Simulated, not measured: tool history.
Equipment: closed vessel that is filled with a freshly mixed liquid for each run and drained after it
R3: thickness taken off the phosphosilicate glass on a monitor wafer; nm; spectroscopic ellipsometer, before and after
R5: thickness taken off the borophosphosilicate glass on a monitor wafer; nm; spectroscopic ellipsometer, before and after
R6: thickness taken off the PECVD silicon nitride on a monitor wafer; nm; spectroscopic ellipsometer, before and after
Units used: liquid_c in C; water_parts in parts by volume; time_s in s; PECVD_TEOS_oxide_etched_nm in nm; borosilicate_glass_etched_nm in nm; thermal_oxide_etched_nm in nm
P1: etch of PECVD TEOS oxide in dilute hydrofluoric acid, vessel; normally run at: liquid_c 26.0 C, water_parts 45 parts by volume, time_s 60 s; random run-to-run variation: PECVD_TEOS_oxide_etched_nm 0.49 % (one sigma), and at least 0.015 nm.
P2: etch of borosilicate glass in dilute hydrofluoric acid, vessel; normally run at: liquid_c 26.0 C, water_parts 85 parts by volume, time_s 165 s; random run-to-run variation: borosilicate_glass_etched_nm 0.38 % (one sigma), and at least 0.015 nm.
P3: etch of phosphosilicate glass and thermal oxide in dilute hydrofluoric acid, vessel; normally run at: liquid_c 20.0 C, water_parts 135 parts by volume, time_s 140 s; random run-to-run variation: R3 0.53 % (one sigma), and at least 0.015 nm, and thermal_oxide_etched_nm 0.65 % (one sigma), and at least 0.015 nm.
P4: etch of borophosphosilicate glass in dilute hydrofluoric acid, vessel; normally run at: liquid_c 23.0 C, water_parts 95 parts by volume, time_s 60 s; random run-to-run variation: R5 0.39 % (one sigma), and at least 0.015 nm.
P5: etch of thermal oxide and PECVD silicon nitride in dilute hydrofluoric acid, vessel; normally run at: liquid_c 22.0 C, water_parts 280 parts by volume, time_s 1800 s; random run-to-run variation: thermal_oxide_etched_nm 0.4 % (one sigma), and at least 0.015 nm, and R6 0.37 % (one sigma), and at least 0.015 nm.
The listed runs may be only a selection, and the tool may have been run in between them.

{"run": 1, "hour": 14.0, "process": "P1", "liquid_c": 26.0, "water_parts": 45, "time_s": 60, "PECVD_TEOS_oxide_etched_nm": 42.747}
{"run": 2, "hour": 30.1, "process": "P2", "liquid_c": 22.5, "water_parts": 85, "time_s": 165, "borosilicate_glass_etched_nm": 48.336}
{"run": 3, "hour": 45.2, "process": "P1", "liquid_c": 31.0, "water_parts": 45, "time_s": 60, "PECVD_TEOS_oxide_etched_nm": 52.299}
{"run": 4, "hour": 53.5, "process": "P3", "liquid_c": 17.0, "water_parts": 135, "time_s": 140, "R3": 47.444, "thermal_oxide_etched_nm": 3.3655}
{"run": 5, "hour": 63.9, "process": "P4", "liquid_c": 17.0, "water_parts": 95, "time_s": 60, "R5": 22.646}
{"run": 6, "hour": 74.1, "process": "P1", "liquid_c": 26.0, "water_parts": 45, "time_s": 60, "PECVD_TEOS_oxide_etched_nm": 43.629}
{"run": 7, "hour": 90.7, "process": "P1", "liquid_c": 26.0, "water_parts": 45, "time_s": 30, "PECVD_TEOS_oxide_etched_nm": 21.713}
{"run": 8, "hour": 107.5, "process": "P3", "liquid_c": 20.0, "water_parts": 135, "time_s": 30, "R3": 11.492, "thermal_oxide_etched_nm": 0.81831}
{"run": 9, "hour": 124.6, "process": "P1", "liquid_c": 26.0, "water_parts": 45, "time_s": 105, "PECVD_TEOS_oxide_etched_nm": 75.306}
{"run": 10, "hour": 140.2, "process": "P4", "liquid_c": 23.0, "water_parts": 95, "time_s": 60, "R5": 29.063}
{"run": 11, "hour": 150.1, "process": "P5", "liquid_c": 22.0, "water_parts": 280, "time_s": 475, "thermal_oxide_etched_nm": 6.3811, "R6": 5.8361}
{"run": 12, "hour": 160.4, "process": "P4", "liquid_c": 23.0, "water_parts": 95, "time_s": 100, "R5": 48.501}
{"run": 13, "hour": 169.2, "process": "P2", "liquid_c": 26.0, "water_parts": 85, "time_s": 325, "borosilicate_glass_etched_nm": 109.18}
{"run": 14, "hour": 186.4, "process": "P2", "liquid_c": 26.0, "water_parts": 35, "time_s": 165, "borosilicate_glass_etched_nm": 144.99}
{"run": 15, "hour": 204.0, "process": "P3", "liquid_c": 20.0, "water_parts": 135, "time_s": 140, "R3": 53.041, "thermal_oxide_etched_nm": 3.7732}
{"run": 16, "hour": 217.0, "process": "P1", "liquid_c": 26.0, "water_parts": 75, "time_s": 60, "PECVD_TEOS_oxide_etched_nm": 24.824}
{"run": 17, "hour": 225.2, "process": "P5", "liquid_c": 22.0, "water_parts": 280, "time_s": 1800, "thermal_oxide_etched_nm": 24.103, "R6": 21.814}
{"run": 18, "hour": 241.6, "process": "P1", "liquid_c": 31.5, "water_parts": 45, "time_s": 90, "PECVD_TEOS_oxide_etched_nm": 80.425}
{"run": 19, "hour": 249.9, "process": "P1", "liquid_c": 32.0, "water_parts": 60, "time_s": 60, "PECVD_TEOS_oxide_etched_nm": 40.261}
{"run": 20, "hour": 262.0, "process": "P1", "liquid_c": 18.5, "water_parts": 45, "time_s": 60, "PECVD_TEOS_oxide_etched_nm": 31.437}
{"run": 21, "hour": 272.4, "process": "P1", "liquid_c": 26.0, "water_parts": 45, "time_s": 60, "PECVD_TEOS_oxide_etched_nm": 43.039}
{"run": 22, "hour": 286.1, "process": "P5", "liquid_c": 22.0, "water_parts": 280, "time_s": 1800, "thermal_oxide_etched_nm": 24.199, "R6": 21.988}
{"run": 23, "hour": 300.7, "process": "P5", "liquid_c": 26.5, "water_parts": 280, "time_s": 1800, "thermal_oxide_etched_nm": 28.292, "R6": 29.118}
{"run": 24, "hour": 315.4, "process": "P3", "liquid_c": 20.0, "water_parts": 245, "time_s": 140, "R3": 26.412, "thermal_oxide_etched_nm": 1.8553}
{"run": 25, "hour": 328.5, "process": "P4", "liquid_c": 23.0, "water_parts": 135, "time_s": 60, "R5": 19.583}
{"run": 26, "hour": 344.1, "process": "P5", "liquid_c": 22.0, "water_parts": 430, "time_s": 1800, "thermal_oxide_etched_nm": 13.782, "R6": 14.418}
{"run": 27, "hour": 359.7, "process": "P1", "liquid_c": 26.0, "water_parts": 45, "time_s": 60, "PECVD_TEOS_oxide_etched_nm": 43.298}
{"run": 28, "hour": 371.1, "process": "P2", "liquid_c": 26.0, "water_parts": 85, "time_s": 165, "borosilicate_glass_etched_nm": 55.541}
{"run": 29, "hour": 380.4, "process": "P1", "liquid_c": 20.5, "water_parts": 20, "time_s": 60, "PECVD_TEOS_oxide_etched_nm": 79.972}
{"run": 30, "hour": 390.0, "process": "P3", "liquid_c": 20.0, "water_parts": 135, "time_s": 140, "R3": 53.291, "thermal_oxide_etched_nm": 3.8033}
{"run": 31, "hour": 404.0, "process": "P1", "liquid_c": 26.0, "water_parts": 20, "time_s": 60, "PECVD_TEOS_oxide_etched_nm": 100.28}
{"run": 32, "hour": 421.9, "process": "P1", "liquid_c": 26.0, "water_parts": 45, "time_s": 60, "PECVD_TEOS_oxide_etched_nm": 43.241}
{"run": 33, "hour": 431.0, "process": "P1", "liquid_c": 26.0, "water_parts": 45, "time_s": 60, "PECVD_TEOS_oxide_etched_nm": 42.485}
{"run": 34, "hour": 441.7, "process": "P1", "liquid_c": 26.0, "water_parts": 45, "time_s": 60, "PECVD_TEOS_oxide_etched_nm": 41.779}
{"run": 35, "hour": 451.3, "process": "P1", "liquid_c": 26.0, "water_parts": 45, "time_s": 60, "PECVD_TEOS_oxide_etched_nm": 40.857}
{"run": 36, "hour": 465.7, "process": "P1", "liquid_c": 26.0, "water_parts": 45, "time_s": 60, "PECVD_TEOS_oxide_etched_nm": 40.083}
{"run": 37, "hour": 482.8, "process": "P1", "liquid_c": 26.0, "water_parts": 45, "time_s": 60, "PECVD_TEOS_oxide_etched_nm": 40.203}

For run 38, what comes out?
{"run": 38, "hour": 498.5, "process": "P1", "liquid_c": 26.0, "water_parts": 45, "time_s": 60, "PECVD_TEOS_oxide_etched_nm": "?"}

PECVD_TEOS_oxide_etched_nm: 39.894 nm

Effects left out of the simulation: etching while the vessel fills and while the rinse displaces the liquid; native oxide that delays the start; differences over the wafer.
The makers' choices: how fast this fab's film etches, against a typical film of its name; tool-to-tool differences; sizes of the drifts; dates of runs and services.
